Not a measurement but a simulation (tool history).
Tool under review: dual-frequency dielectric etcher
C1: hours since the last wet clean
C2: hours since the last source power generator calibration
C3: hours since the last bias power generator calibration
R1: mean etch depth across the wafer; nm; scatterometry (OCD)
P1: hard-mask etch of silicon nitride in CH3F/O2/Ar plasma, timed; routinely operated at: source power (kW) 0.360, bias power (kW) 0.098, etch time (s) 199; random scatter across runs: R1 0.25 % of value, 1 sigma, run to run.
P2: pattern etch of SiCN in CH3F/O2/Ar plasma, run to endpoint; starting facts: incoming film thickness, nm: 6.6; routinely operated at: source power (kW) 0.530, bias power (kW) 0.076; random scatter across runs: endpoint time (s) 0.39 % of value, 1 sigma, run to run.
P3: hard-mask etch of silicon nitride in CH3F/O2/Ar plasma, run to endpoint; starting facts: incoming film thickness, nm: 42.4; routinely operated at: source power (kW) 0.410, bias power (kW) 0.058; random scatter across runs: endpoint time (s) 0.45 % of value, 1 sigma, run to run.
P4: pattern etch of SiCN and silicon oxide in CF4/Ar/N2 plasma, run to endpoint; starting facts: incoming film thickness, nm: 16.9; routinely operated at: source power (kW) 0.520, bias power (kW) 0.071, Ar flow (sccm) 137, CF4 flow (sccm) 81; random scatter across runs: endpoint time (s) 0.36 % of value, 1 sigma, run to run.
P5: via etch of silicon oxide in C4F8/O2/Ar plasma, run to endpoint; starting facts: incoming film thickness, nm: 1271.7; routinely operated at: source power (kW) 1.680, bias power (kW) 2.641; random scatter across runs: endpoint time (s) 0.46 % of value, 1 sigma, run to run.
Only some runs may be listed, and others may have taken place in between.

{"run": 1, "hour": 6.9, "process that ran": "P1", "source power (kW)": 0.36, "bias power (kW)": 0.098, "etch time (s)": 199, "C1": 181.3, "C2": 679.5, "C3": 1154.6, "R1": 148.36}
{"run": 2, "hour": 12.8, "process that ran": "P1", "source power (kW)": 0.36, "bias power (kW)": 0.098, "etch time (s)": 199, "C1": 187.2, "C2": 685.4, "C3": 1160.5, "R1": 148.71}
{"run": 3, "hour": 22.9, "process that ran": "P1", "source power (kW)": 0.36, "bias power (kW)": 0.059, "etch time (s)": 199, "C1": 197.3, "C2": 695.5, "C3": 1170.6, "R1": 124.71}
{"run": 4, "hour": 29.5, "process that ran": "P1", "source power (kW)": 0.36, "bias power (kW)": 0.124, "etch time (s)": 199, "C1": 203.9, "C2": 702.1, "C3": 1177.2, "R1": 162.83}
{"run": 5, "hour": 36.7, "process that ran": "P3", "source power (kW)": 0.41, "bias power (kW)": 0.077, "C1": 211.1, "C2": 709.3, "C3": 1184.4, "endpoint time (s)": 58.419}
{"hour": 38.1, "done": "bias power generator calibrated"}
{"run": 6, "hour": 43.6, "process that ran": "P4", "source power (kW)": 0.52, "bias power (kW)": 0.071, "Ar flow (sccm)": 137, "CF4 flow (sccm)": 81, "C1": 218.0, "C2": 716.2, "C3": 5.6, "endpoint time (s)": 18.025}
{"run": 7, "hour": 52.6, "process that ran": "P1", "source power (kW)": 0.36, "bias power (kW)": 0.116, "etch time (s)": 250, "C1": 227.0, "C2": 725.2, "C3": 14.6, "R1": 198.74}
{"run": 8, "hour": 58.5, "process that ran": "P1", "source power (kW)": 0.36, "bias power (kW)": 0.098, "etch time (s)": 199, "C1": 232.9, "C2": 731.1, "C3": 20.5, "R1": 148.76}
{"run": 9, "hour": 68.1, "process that ran": "P3", "source power (kW)": 0.25, "bias power (kW)": 0.058, "C1": 242.5, "C2": 740.7, "C3": 30.1, "endpoint time (s)": 77.861}
{"run": 10, "hour": 72.9, "process that ran": "P4", "source power (kW)": 0.52, "bias power (kW)": 0.071, "Ar flow (sccm)": 137, "CF4 flow (sccm)": 59, "C1": 247.3, "C2": 745.5, "C3": 34.9, "endpoint time (s)": 19.114}
{"run": 11, "hour": 77.8, "process that ran": "P1", "source power (kW)": 0.36, "bias power (kW)": 0.098, "etch time (s)": 124, "C1": 252.2, "C2": 750.4, "C3": 39.8, "R1": 92.684}
{"run": 12, "hour": 85.3, "process that ran": "P1", "source power (kW)": 0.36, "bias power (kW)": 0.082, "etch time (s)": 160, "C1": 259.7, "C2": 757.9, "C3": 47.3, "R1": 112.19}
{"run": 13, "hour": 91.8, "process that ran": "P5", "source power (kW)": 1.68, "bias power (kW)": 2.641, "C1": 266.2, "C2": 764.4, "C3": 53.8, "endpoint time (s)": 247.3}
{"run": 14, "hour": 99.7, "process that ran": "P2", "source power (kW)": 0.7, "bias power (kW)": 0.076, "C1": 274.1, "C2": 772.3, "C3": 61.7, "endpoint time (s)": 14.226}
{"run": 15, "hour": 107.1, "process that ran": "P4", "source power (kW)": 0.52, "bias power (kW)": 0.071, "Ar flow (sccm)": 137, "CF4 flow (sccm)": 81, "C1": 281.5, "C2": 779.7, "C3": 69.1, "endpoint time (s)": 18.022}
{"run": 16, "hour": 116.3, "process that ran": "P4", "source power (kW)": 0.52, "bias power (kW)": 0.051, "Ar flow (sccm)": 137, "CF4 flow (sccm)": 81, "C1": 290.7, "C2": 788.9, "C3": 78.3, "endpoint time (s)": 20.212}
{"run": 17, "hour": 124.4, "process that ran": "P5", "source power (kW)": 1.01, "bias power (kW)": 2.641, "C1": 298.8, "C2": 797.0, "C3": 86.4, "endpoint time (s)": 299.91}
{"hour": 126.7, "done": "wet clean of the chamber"}
{"run": 18, "hour": 131.6, "process that ran": "P1", "source power (kW)": 0.36, "bias power (kW)": 0.098, "etch time (s)": 199, "C1": 5.0, "C2": 804.2, "C3": 93.6, "R1": 147.83}
{"run": 19, "hour": 140.2, "process that ran": "P2", "source power (kW)": 0.53, "bias power (kW)": 0.055, "C1": 13.6, "C2": 812.8, "C3": 102.2, "endpoint time (s)": 17.784}
{"hour": 144.8, "done": "source power generator calibrated"}
{"run": 20, "hour": 146.9, "process that ran": "P1", "source power (kW)": 0.23, "bias power (kW)": 0.098, "etch time (s)": 199, "C1": 20.3, "C2": 2.2, "C3": 108.9, "R1": 125.45}
{"run": 21, "hour": 153.5, "process that ran": "P5", "source power (kW)": 1.68, "bias power (kW)": 1.652, "C1": 26.9, "C2": 8.8, "C3": 115.5, "endpoint time (s)": 281.46}
{"run": 22, "hour": 161.6, "process that ran": "P1", "source power (kW)": 0.46, "bias power (kW)": 0.098, "etch time (s)": 158, "C1": 35.0, "C2": 16.9, "C3": 123.6, "R1": 129.57}

Predict the results of run 23:
{"run": 23, "hour": 168.8, "process that ran": "P1", "source power (kW)": 0.36, "bias power (kW)": 0.098, "etch time (s)": 255, "C1": 42.2, "C2": 24.1, "C3": 130.8, "R1": "?"}

R1: 190.730 nm
